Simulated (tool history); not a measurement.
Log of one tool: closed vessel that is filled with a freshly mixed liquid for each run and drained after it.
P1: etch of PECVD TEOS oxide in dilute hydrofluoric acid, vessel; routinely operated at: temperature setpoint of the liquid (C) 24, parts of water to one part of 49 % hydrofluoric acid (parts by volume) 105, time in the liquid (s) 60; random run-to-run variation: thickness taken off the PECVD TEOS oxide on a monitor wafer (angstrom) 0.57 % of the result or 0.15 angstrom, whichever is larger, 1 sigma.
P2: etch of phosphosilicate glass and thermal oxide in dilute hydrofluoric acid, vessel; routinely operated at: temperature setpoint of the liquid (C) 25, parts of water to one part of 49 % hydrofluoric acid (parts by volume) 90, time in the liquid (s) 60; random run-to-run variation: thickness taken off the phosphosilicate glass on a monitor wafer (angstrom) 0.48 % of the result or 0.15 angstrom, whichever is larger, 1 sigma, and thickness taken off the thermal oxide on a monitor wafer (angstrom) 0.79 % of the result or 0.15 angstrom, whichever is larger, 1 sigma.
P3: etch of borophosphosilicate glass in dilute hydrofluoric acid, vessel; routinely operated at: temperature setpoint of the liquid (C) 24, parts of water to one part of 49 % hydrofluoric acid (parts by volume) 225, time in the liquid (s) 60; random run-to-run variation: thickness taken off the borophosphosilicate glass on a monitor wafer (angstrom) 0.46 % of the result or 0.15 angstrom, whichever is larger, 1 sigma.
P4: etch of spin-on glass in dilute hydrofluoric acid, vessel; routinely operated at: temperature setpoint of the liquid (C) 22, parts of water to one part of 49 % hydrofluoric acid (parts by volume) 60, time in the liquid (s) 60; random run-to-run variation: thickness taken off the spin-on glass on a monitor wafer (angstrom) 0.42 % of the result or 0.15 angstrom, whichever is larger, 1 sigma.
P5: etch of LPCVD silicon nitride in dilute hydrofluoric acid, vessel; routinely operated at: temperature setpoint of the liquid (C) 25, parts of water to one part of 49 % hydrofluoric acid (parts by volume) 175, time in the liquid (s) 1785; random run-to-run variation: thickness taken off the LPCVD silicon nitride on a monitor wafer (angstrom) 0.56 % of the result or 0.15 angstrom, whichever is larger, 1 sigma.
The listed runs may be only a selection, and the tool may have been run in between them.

run,hour,process that ran,temperature setpoint of the liquid (C),parts of water to one part of 49 % hydrofluoric acid (parts by volume),time in the liquid (s),hours since the thermometer was replaced,hours since the hydrofluoric acid flow meter was replaced,thickness taken off the PECVD TEOS oxide on a monitor wafer (angstrom),thickness taken off the spin-on glass on a monitor wafer (angstrom),thickness taken off the LPCVD silicon nitride on a monitor wafer (angstrom),thickness taken off the borophosphosilicate glass on a monitor wafer (angstrom),thickness taken off the phosphosilicate glass on a monitor wafer (angstrom),thickness taken off the thermal oxide on a monitor wafer (angstrom)
1,2.2,P1,24,105,60,1157.2,217,81.151,,,,,
2,5.7,P1,17,105,60,1160.7,220.5,60.133,,,,,
3,8.2,P4,22,60,60,1163.2,223,,292.09,,,,
4,12.1,P5,32.5,175,1785,1167.1,226.9,,,79.268,,,
5,16.4,P3,24,225,115,1171.4,231.2,,,,163.49,,
6,19.2,P1,24,105,60,1174.2,234,80.081,,,,,
7,21.6,P3,18,225,60,1176.6,236.4,,,,67.272,,
8,25.7,P1,24,105,60,1180.7,240.5,80.891,,,,,
9,27.9,P2,32,90,60,1182.9,242.7,,,,,1824.9,43.481
10,31,P5,25,320,1785,1186,245.8,,,27.492,,,
11,34,P5,25,175,3265,1189,248.8,,,92.262,,,
12,38.1,P1,24,150,60,1193.1,252.9,53.201,,,,,
13,40.5,P4,22,60,60,1195.5,255.3,,292.59,,,,
14,42.7,P5,25,175,1785,1197.7,257.5,,,50.205,,,
15,46.1,P5,25,175,1785,1201.1,260.9,,,50.127,,,
16,50.7,P1,28.5,105,60,1205.7,265.5,95.685,,,,,
17,55.2,P3,24,225,60,1210.2,270,,,,84.689,,
18,60,P1,24,105,60,1215,274.8,80.696,,,,,
19,63.7,P2,25,90,30,1218.7,278.5,,,,,699.31,16.801
20,65.8,P1,24,70,30,1220.8,280.6,63.346,,,,,
21,67.9,P2,25,90,60,1222.9,282.7,,,,,1395.9,32.889
22,72.6,P1,24,65,60,1227.6,287.4,136.49,,,,,
23,77.1,P2,25,20,60,1232.1,291.9,,,,,6921.1,164.74
24,80.9,P1,24,105,60,1235.9,295.7,79.527,,,,,
25,85.4,P3,24,105,60,1240.4,300.2,,,,208.04,,
26,89.2,P4,22,35,60,1244.2,304,,512.8,,,,
27,93.7,P1,24,105,60,1248.7,308.5,80.609,,,,,
28,96.7,P1,24,105,95,1251.7,311.5,126.17,,,,,
29,100.8,P1,24,105,30,1255.8,315.6,40.61,,,,,
30,103.2,P4,22,60,30,1258.2,318,,144.93,,,,
31,106.4,P4,30.5,60,60,1261.4,321.2,,407.52,,,,
32,108.8,P2,25,90,60,1263.8,323.6,,,,,1375.1,33.404
33,112.1,P1,24,105,60,1267.1,326.9,79.549,,,,,
34,115.6,P1,24,105,60,1270.6,330.4,82.478,,,,,
35,119.8,P1,24,105,60,1274.8,334.6,85.012,,,,,
36,124,P1,24,105,60,1279,338.8,86.137,,,,,
37,127.1,P1,24,105,60,1282.1,341.9,86.376,,,,,
38,130.5,P1,24,105,60,1285.5,345.3,85.964,,,,,
39,133.4,P1,24,105,60,1288.4,348.2,86.102,,,,,
40,136.5,P1,24,105,60,1291.5,351.3,86.03,,,,,

The output of P1 has drifted from where it used to be. Each of the 2 causes below, taken at the size shown beside it, accounts for the log equally well:
A: hydrofluoric acid flow above the setpoint (%) = 6.28
B: liquid hotter than its thermometer reads (K) = 1.75
The process output started creeping at around hour 112.1.

Which of the 4 check runs listed below, each an average over 2 wafers with its results shown as question marks, gives clearly different results under the different listed causes?
check 1,139.6,P5,31.5,175,1785,,,,,?,,,
check 2,139.6,P3,20,125,60,,,,,,?,,
check 3,139.6,P2,28.5,90,35,,,,,,,?,?
check 4,139.6,P4,29.5,60,60,,,,?,,,,

If the cause were each of the candidates in turn, the checks would give the following:
check,result,if A,if B
check 1,thickness taken off the LPCVD silicon nitride on a monitor wafer (angstrom),79.843,83.202
check 2,thickness taken off the borophosphosilicate glass on a monitor wafer (angstrom),155.2,155.39
check 3,thickness taken off the phosphosilicate glass on a monitor wafer (angstrom),996.35,994.58
check 3,thickness taken off the thermal oxide on a monitor wafer (angstrom),23.78,23.738
check 4,thickness taken off the spin-on glass on a monitor wafer (angstrom),420.52,421.16
Distance between the nearest two causes, measured in the result of the check that separates them most: check 1 4.12 %; check 2 0.12 %; check 3 0.18 %; check 4 0.15 %
Check 1 tells the causes apart: in the others they would give nearly the same result.

Check 1 was carried out, with these results: thickness taken off the LPCVD silicon nitride on a monitor wafer (angstrom) 83.28. Which of the listed causes is responsible?

It was cause B: liquid hotter than its thermometer reads (K).

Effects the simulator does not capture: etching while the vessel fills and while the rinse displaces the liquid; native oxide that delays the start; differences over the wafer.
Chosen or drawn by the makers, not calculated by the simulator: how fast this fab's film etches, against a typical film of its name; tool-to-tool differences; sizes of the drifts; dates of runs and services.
